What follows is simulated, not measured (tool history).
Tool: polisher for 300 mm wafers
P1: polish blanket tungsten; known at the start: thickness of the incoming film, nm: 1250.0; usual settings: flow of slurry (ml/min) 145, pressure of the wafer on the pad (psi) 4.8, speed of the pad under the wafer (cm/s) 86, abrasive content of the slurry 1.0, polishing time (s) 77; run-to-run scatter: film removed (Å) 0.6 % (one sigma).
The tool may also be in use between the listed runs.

| run | day | flow of slurry (ml/min) | pressure of the wafer on the pad (psi) | speed of the pad under the wafer (cm/s) | abrasive content of the slurry | polishing time (s) | wafers polished on this pad | hours since the slurry nozzle was cleaned | hours since the head pressure was calibrated | hours since the slurry blender was calibrated | hours since the slurry got fresh peroxide | film removed (Å) |
|---|---|---|---|---|---|---|---|---|---|---|---|---|
| 1 | 0.421 | 145 | 4.8 | 86 | 1.0 | 77 | 537 | 318.0 | 617.9 | 45.5 | 122.7 | 4168.1 |
| 2 | 1.158 | 145 | 2.2 | 86 | 1.0 | 77 | 685 | 335.7 | 635.6 | 63.2 | 140.4 | 1920.1 |
| 3 | 1.846 | 85 | 4.8 | 86 | 1.0 | 77 | 824 | 352.2 | 652.1 | 79.7 | 156.9 | 3761.5 |
| 4 | 2.392 | 145 | 4.8 | 86 | 1.0 | 77 | 933 | 365.3 | 665.2 | 92.8 | 170.0 | 4198.0 |
| 5 | 2.929 | 145 | 4.8 | 86 | 0.7 | 77 | 1042 | 378.2 | 678.1 | 105.7 | 182.9 | 3910.0 |
| 6 | 3.654 | 145 | 4.8 | 122 | 0.6 | 77 | 1187 | 395.6 | 695.5 | 123.1 | 200.3 | 5283.8 |
| 7 | 4.379 | 145 | 4.8 | 86 | 1.0 | 108 | 1333 | 413.0 | 712.9 | 140.5 | 217.7 | 5897.4 |
| 8 | 4.879 | 195 | 4.8 | 86 | 1.0 | 35 | 1434 | 425.0 | 724.9 | 152.5 | 229.7 | 2000.7 |
| 9 | 5.325 | 145 | 4.8 | 86 | 1.4 | 77 | 1523 | 435.7 | 735.6 | 163.2 | 240.4 | 4545.8 |
| 10 | 5.821 | 145 | 4.8 | 86 | 1.0 | 77 | 1623 | 447.6 | 747.5 | 175.1 | 252.3 | 4208.1 |
| 11 | 6.558 | 145 | 7.5 | 86 | 1.0 | 77 | 1771 | 465.3 | 765.2 | 192.8 | 270.0 | 6628.5 |
| 12 | 7.129 | 145 | 4.8 | 86 | 1.0 | 35 | 1886 | 479.0 | 778.9 | 206.5 | 283.7 | 1912.7 |
| 13 | 7.588 | 145 | 4.8 | 86 | 1.0 | 77 | 1978 | 490.0 | 789.9 | 217.5 | 294.7 | 4255.3 |
| 14 | 8.233 | 145 | 4.8 | 86 | 1.0 | 77 | 2108 | 505.5 | 805.4 | 233.0 | 310.2 | 4194.3 |
| 15 | 8.862 | 145 | 4.8 | 86 | 1.0 | 77 | 2235 | 520.6 | 820.5 | 248.1 | 325.3 | 4192.7 |
| 16 | 9.583 | 145 | 4.8 | 48 | 1.0 | 77 | 2380 | 537.9 | 837.8 | 265.4 | 342.6 | 2344.0 |
| 17 | 10.050 | 210 | 4.8 | 86 | 1.0 | 77 | 2473 | 549.1 | 849.0 | 276.6 | 353.8 | 4442.3 |
| 18 | 10.588 | 145 | 3.6 | 86 | 1.0 | 104 | 2581 | 562.0 | 861.9 | 289.5 | 366.7 | 4223.5 |
| 19 | 11.083 | 145 | 4.8 | 114 | 1.0 | 77 | 2681 | 573.9 | 873.8 | 301.4 | 378.6 | 5592.4 |
| 20 | 11.825 | 145 | 4.8 | 86 | 1.0 | 77 | 2830 | 591.7 | 891.6 | 319.2 | 396.4 | 4190.5 |
| 21 | 12.388 | 145 | 4.8 | 86 | 1.0 | 77 | 2943 | 605.2 | 905.1 | 332.7 | 409.9 | 4052.6 |
| 22 | 12.729 | 145 | 4.8 | 86 | 1.0 | 77 | 3012 | 613.4 | 913.3 | 340.9 | 418.1 | 3996.3 |
| 23 | 13.379 | 145 | 4.8 | 86 | 1.0 | 77 | 3143 | 629.0 | 928.9 | 356.5 | 433.7 | 3918.2 |
|  | 13.983 | worn pad replaced by a new one |
| 24 | 14.029 | 145 | 4.8 | 86 | 1.0 | 77 | 9 | 644.6 | 944.5 | 372.1 | 449.3 | 3886.5 |
|  | 14.642 | slurry blender recalibrated |
| 25 | 14.675 | 145 | 4.8 | 86 | 1.0 | 77 | 139 | 660.1 | 960.0 | 0.8 | 464.8 | 3843.9 |
|  | 14.775 | slurry tank refilled with fresh slurry and peroxide |
| 26 | 15.292 | 145 | 4.8 | 86 | 1.0 | 77 | 263 | 674.9 | 974.8 | 15.6 | 12.5 | 3794.4 |
| 27 | 15.850 | 145 | 4.8 | 86 | 1.0 | 77 | 375 | 688.3 | 988.2 | 29.0 | 25.9 | 3783.5 |
| 28 | 16.304 | 145 | 4.8 | 86 | 1.0 | 77 | 467 | 699.2 | 999.1 | 39.9 | 36.8 | 3762.1 |
| 29 | 16.962 | 145 | 4.8 | 86 | 1.0 | 77 | 599 | 715.0 | 1014.9 | 55.7 | 52.6 | 3747.5 |
| 30 | 17.367 | 145 | 4.8 | 86 | 1.0 | 77 | 680 | 724.7 | 1024.6 | 65.4 | 62.3 | 3765.9 |
| 31 | 17.871 | 145 | 4.8 | 86 | 1.0 | 77 | 782 | 736.8 | 1036.7 | 77.5 | 74.4 | 3786.7 |

What P1 gives has crept away from where it was. These 2 causes fit the log equally well, each at the size given:
A: head's pressure below its setpoint, % = 10.6
B: slurry flow missing at the pad, % = 39.4
The creep began at about day 11.825.
Why every other cause is out:
removal rate lost through wear of the pad, %: serviced at day 13.983, which brought nothing back
abrasive missing from the slurry, %: serviced at day 14.642, which brought nothing back
peroxide lost from the slurry, %: serviced at day 14.775, which brought nothing back

4 check runs are offered, one wafer each, their results left as question marks. Which one tells the causes apart?
| check 1 | 18.375 | 85 | 4.8 | 86 | 1.0 | 77 |  |  |  |  |  | ? |
| check 2 | 18.375 | 145 | 4.8 | 86 | 0.8 | 77 |  |  |  |  |  | ? |
| check 3 | 18.375 | 145 | 4.8 | 56 | 1.0 | 77 |  |  |  |  |  | ? |
| check 4 | 18.375 | 145 | 3.8 | 64 | 1.0 | 77 |  |  |  |  |  | ? |

What each check would give under each cause:
| check | result | if A | if B |
|---|---|---|---|
| check 1 | film removed (Å) | 3333.0 | 3122.8 |
| check 2 | film removed (Å) | 3571.6 | 3571.7 |
| check 3 | film removed (Å) | 2450.4 | 2450.4 |
| check 4 | film removed (Å) | 2217.0 | 2217.0 |
How far apart the two closest causes lie, in the result that separates them most: check 1 6.51 %; check 2 0 %; check 3 0 %; check 4 0 %
Check 1 tells the causes apart: in the others they would give nearly the same result.

Then check 1 was run and gave: film removed (Å) 3363.6. Which cause is it?

It is A: head's pressure below its setpoint, %.
